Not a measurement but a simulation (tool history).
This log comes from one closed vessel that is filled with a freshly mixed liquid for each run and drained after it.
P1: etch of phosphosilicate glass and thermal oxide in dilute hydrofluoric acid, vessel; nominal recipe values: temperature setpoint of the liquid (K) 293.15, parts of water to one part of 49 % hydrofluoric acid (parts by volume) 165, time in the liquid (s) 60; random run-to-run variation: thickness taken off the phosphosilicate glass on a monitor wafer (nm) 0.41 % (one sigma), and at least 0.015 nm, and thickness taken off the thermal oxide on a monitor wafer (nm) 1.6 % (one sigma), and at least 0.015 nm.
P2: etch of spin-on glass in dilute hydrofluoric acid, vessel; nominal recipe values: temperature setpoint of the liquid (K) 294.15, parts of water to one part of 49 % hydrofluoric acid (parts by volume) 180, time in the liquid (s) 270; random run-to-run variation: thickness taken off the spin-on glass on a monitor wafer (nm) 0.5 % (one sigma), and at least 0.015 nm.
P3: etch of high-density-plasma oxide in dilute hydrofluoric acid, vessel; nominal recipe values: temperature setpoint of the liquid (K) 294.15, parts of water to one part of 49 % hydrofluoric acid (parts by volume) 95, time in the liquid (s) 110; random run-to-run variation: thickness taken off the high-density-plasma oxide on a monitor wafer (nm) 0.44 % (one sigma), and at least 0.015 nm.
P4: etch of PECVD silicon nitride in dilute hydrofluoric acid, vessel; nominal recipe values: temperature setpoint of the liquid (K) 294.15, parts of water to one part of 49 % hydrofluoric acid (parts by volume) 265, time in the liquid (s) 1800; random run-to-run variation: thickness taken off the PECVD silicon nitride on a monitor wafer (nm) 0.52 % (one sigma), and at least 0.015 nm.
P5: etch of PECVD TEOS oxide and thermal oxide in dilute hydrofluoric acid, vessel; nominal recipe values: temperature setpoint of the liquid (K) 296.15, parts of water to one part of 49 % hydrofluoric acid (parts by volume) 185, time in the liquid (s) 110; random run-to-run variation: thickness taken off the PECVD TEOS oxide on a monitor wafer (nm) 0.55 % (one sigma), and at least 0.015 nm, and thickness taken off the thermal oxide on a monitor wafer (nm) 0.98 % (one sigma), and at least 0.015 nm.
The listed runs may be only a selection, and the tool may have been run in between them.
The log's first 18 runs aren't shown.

run,hour,process that ran,temperature setpoint of the liquid (K),parts of water to one part of 49 % hydrofluoric acid (parts by volume),time in the liquid (s),thickness taken off the phosphosilicate glass on a monitor wafer (nm),thickness taken off the thermal oxide on a monitor wafer (nm),thickness taken off the high-density-plasma oxide on a monitor wafer (nm),thickness taken off the PECVD silicon nitride on a monitor wafer (nm),thickness taken off the spin-on glass on a monitor wafer (nm),thickness taken off the PECVD TEOS oxide on a monitor wafer (nm)
19,103.2,P5,296.15,185,110,,2.49060,,,,4.7010
20,107.6,P4,294.15,170,1800,,,,20.93000,,
21,112.7,P2,294.15,180,270,,,,,40.057,
22,119.4,P4,294.15,265,55,,,,0.41915,,
23,125.8,P1,300.65,165,95,52.372,2.95830,,,,
24,133.7,P5,290.15,185,110,,1.94250,,,,3.7069
25,141.2,P2,294.15,180,80,,,,,11.928,
26,146.1,P4,294.15,265,1800,,,,13.72700,,
27,150.6,P5,296.15,185,160,,3.46460,,,,6.7724
28,158.1,P2,301.15,180,270,,,,,51.636,
29,162.5,P5,296.15,185,110,,2.43040,,,,4.7010
30,168.8,P1,293.15,165,60,24.928,1.38080,,,,
31,172.7,P1,293.15,165,60,25.267,1.46930,,,,
32,177.3,P1,293.15,165,60,25.688,1.41340,,,,
33,181.6,P1,293.15,165,60,25.725,1.49930,,,,
34,189.8,P1,293.15,165,60,26.349,1.46130,,,,
35,196.6,P1,293.15,165,60,26.247,1.51560,,,,
36,201.8,P1,293.15,165,60,26.394,1.50290,,,,
37,205.5,P1,293.15,165,60,26.402,1.54490,,,,
38,213.9,P1,293.15,165,60,26.476,1.51990,,,,
39,219.9,P1,293.15,165,60,26.708,1.54140,,,,

What will run 40 give?
40,226.4,P1,293.15,165,60,?,?,,,,

{"run 40": {"thickness taken off the phosphosilicate glass on a monitor wafer (nm)": 26.506, "thickness taken off the thermal oxide on a monitor wafer (nm)": 1.5087}}
